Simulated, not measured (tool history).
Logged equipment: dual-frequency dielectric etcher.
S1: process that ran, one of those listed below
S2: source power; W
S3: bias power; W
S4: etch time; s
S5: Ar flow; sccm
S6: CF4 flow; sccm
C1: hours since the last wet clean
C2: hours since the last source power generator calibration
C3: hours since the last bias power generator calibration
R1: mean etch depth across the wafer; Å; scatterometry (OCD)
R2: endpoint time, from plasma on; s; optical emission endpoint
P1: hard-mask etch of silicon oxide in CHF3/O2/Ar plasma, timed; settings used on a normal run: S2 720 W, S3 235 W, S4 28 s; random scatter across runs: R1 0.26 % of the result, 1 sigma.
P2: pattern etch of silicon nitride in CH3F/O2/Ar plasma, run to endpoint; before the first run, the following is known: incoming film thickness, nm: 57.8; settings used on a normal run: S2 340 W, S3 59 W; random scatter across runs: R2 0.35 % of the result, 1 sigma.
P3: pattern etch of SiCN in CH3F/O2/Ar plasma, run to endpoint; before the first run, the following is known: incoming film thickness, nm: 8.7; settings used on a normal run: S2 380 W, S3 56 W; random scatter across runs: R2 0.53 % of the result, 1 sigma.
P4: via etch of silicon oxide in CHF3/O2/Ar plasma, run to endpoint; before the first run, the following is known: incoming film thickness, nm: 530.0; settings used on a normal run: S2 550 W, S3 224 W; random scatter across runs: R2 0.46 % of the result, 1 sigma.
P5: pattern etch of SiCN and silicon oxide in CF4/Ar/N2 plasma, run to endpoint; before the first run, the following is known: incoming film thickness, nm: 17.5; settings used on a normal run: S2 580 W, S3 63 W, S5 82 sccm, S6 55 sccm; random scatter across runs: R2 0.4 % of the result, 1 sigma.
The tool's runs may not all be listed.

Run 1, day 0.608: S1 P1, S2 720 W, S3 235 W, S4 28 s; C1 380; C2 557.8; C3 2161.2. Result: R1 645.63 Å.
Run 2, day 0.967: S1 P1, S2 720 W, S3 331 W, S4 28 s; C1 388.6; C2 566.4; C3 2169.8. Result: R1 728.3 Å.
Run 3, day 1.479: S1 P5, S2 580 W, S3 63 W, S5 82 sccm, S6 55 sccm; C1 400.9; C2 578.7; C3 2182.1. Result: R2 17.185 s.
Run 4, day 2.171: S1 P3, S2 280 W, S3 56 W; C1 417.5; C2 595.3; C3 2198.7. Result: R2 29.153 s.
Run 5, day 2.571: S1 P1, S2 720 W, S3 329 W, S4 18 s; C1 427.1; C2 604.9; C3 2208.3. Result: R1 469.21 Å.
Run 6, day 3.167: S1 P1, S2 720 W, S3 235 W, S4 28 s; C1 441.4; C2 619.2; C3 2222.6. Result: R1 644.35 Å.
Run 7, day 3.938: S1 P1, S2 720 W, S3 235 W, S4 18.5 s; C1 459.9; C2 637.7; C3 2241.1. Result: R1 423.7 Å.
Run 8, day 4.358: S1 P5, S2 580 W, S3 63 W, S5 82 sccm, S6 73 sccm; C1 470; C2 647.8; C3 2251.2. Result: R2 16.432 s.
Run 9, day 4.946: S1 P1, S2 720 W, S3 235 W, S4 28 s; C1 484.1; C2 661.9; C3 2265.3. Result: R1 649.21 Å.
Run 10, day 5.717: S1 P4, S2 550 W, S3 224 W; C1 502.6; C2 680.4; C3 2283.8. Result: R2 255.63 s.
Run 11, day 6.129: S1 P1, S2 720 W, S3 235 W, S4 28 s; C1 512.5; C2 690.3; C3 2293.7. Result: R1 646.72 Å.
Run 12, day 6.896: S1 P1, S2 480 W, S3 235 W, S4 37.5 s; C1 530.9; C2 708.7; C3 2312.1. Result: R1 740.68 Å.
Run 13, day 7.442: S1 P2, S2 210 W, S3 59 W; C1 544; C2 721.8; C3 2325.2. Result: R2 116.51 s.
Run 14, day 7.908: S1 P1, S2 480 W, S3 235 W, S4 28 s; C1 555.2; C2 733; C3 2336.4. Result: R1 556.77 Å.
Run 15, day 8.6: S1 P2, S2 340 W, S3 41 W; C1 571.8; C2 749.6; C3 2353. Result: R2 108.67 s.
Run 16, day 9.288: S1 P5, S2 580 W, S3 63 W, S5 82 sccm, S6 55 sccm; C1 588.3; C2 766.1; C3 2369.5. Result: R2 17.236 s.
Run 17, day 9.629: S1 P1, S2 720 W, S3 168 W, S4 28 s; C1 596.5; C2 774.3; C3 2377.7. Result: R1 577.37 Å.
Run 18, day 10.392: S1 P3, S2 380 W, S3 68 W; C1 614.8; C2 792.6; C3 2396. Result: R2 24.446 s.
Run 19, day 10.804: S1 P2, S2 340 W, S3 59 W; C1 624.7; C2 802.5; C3 2405.9. Result: R2 96.511 s.
Run 20, day 11.175: S1 P1, S2 720 W, S3 235 W, S4 28 s; C1 633.6; C2 811.4; C3 2414.8. Result: R1 641.91 Å.
Run 21, day 11.933: S1 P3, S2 380 W, S3 56 W; C1 651.8; C2 829.6; C3 2433. Result: R2 25.904 s.
Run 22, day 12.392: S1 P4, S2 760 W, S3 224 W; C1 662.8; C2 840.6; C3 2444. Result: R2 223.55 s.
Run 23, day 12.967: S1 P4, S2 550 W, S3 277 W; C1 676.6; C2 854.4; C3 2457.8. Result: R2 236.43 s.
Run 24, day 13.542: S1 P5, S2 580 W, S3 39 W, S5 82 sccm, S6 55 sccm; C1 690.4; C2 868.2; C3 2471.6. Result: R2 19.92 s.
Run 25, day 14.25: S1 P1, S2 890 W, S3 235 W, S4 28 s; C1 707.4; C2 885.2; C3 2488.6. Result: R1 698.39 Å.
Run 26, day 14.779: S1 P1, S2 720 W, S3 235 W, S4 28 s; C1 720.1; C2 897.9; C3 2501.3. Result: R1 645.11 Å.
Run 27, day 15.354: S1 P4, S2 550 W, S3 224 W; C1 733.9; C2 911.7; C3 2515.1. Result: R2 256.12 s.
At day 15.725: bias power generator calibrated.
Run 28, day 15.85: S1 P1, S2 720 W, S3 235 W, S4 41.5 s; C1 745.8; C2 923.6; C3 3. Result: R1 958.38 Å.
Run 29, day 16.608: S1 P5, S2 690 W, S3 63 W, S5 82 sccm, S6 55 sccm; C1 764; C2 941.8; C3 21.2. Result: R2 14.69 s.
Run 30, day 17.233: S1 P1, S2 720 W, S3 188 W, S4 19.5 s; C1 779; C2 956.8; C3 36.2. Result: R1 415.32 Å.
Run 31, day 17.762: S1 P3, S2 380 W, S3 56 W; C1 791.7; C2 969.5; C3 48.9. Result: R2 25.987 s.
Run 32, day 18.183: S1 P5, S2 580 W, S3 63 W, S5 107 sccm, S6 55 sccm; C1 801.8; C2 979.6; C3 59. Result: R2 18.001 s.
Run 33, day 18.588: S1 P1, S2 720 W, S3 235 W, S4 28 s; C1 811.5; C2 989.3; C3 68.7. Result: R1 644.05 Å.
Run 34, day 19.325: S1 P1, S2 720 W, S3 235 W, S4 28 s; C1 829.2; C2 1007; C3 86.4. Result: R1 640.63 Å.
Run 35, day 20.021: S1 P1, S2 720 W, S3 235 W, S4 28 s; C1 845.9; C2 1023.7; C3 103.1. Result: R1 638.11 Å.
Run 36, day 20.533: S1 P1, S2 720 W, S3 235 W, S4 28 s; C1 858.2; C2 1036; C3 115.4. Result: R1 637.15 Å.
Run 37, day 21.117: S1 P1, S2 720 W, S3 235 W, S4 28 s; C1 872.2; C2 1050; C3 129.4. Result: R1 637.29 Å.
At day 21.75: wet clean of the chamber.
Run 38, day 21.867: S1 P1, S2 720 W, S3 235 W, S4 28 s; C1 2.9; C2 1068; C3 147.4. Result: R1 637.1 Å.
Run 39, day 22.479: S1 P1, S2 720 W, S3 235 W, S4 28 s; C1 17.6; C2 1082.7; C3 162.1. Result: R1 634.31 Å.
Run 40, day 22.854: S1 P1, S2 720 W, S3 235 W, S4 28 s; C1 26.6; C2 1091.7; C3 171.1. Result: R1 637.22 Å.

Estimate the outcome of run 41 from the log above:
Run 41, day 23.554: S1 P1, S2 720 W, S3 235 W, S4 28 s; C1 43.4; C2 1108.5; C3 187.9. Result: R1 ?.

For run 41 the tool returned R1 634.74 Å.
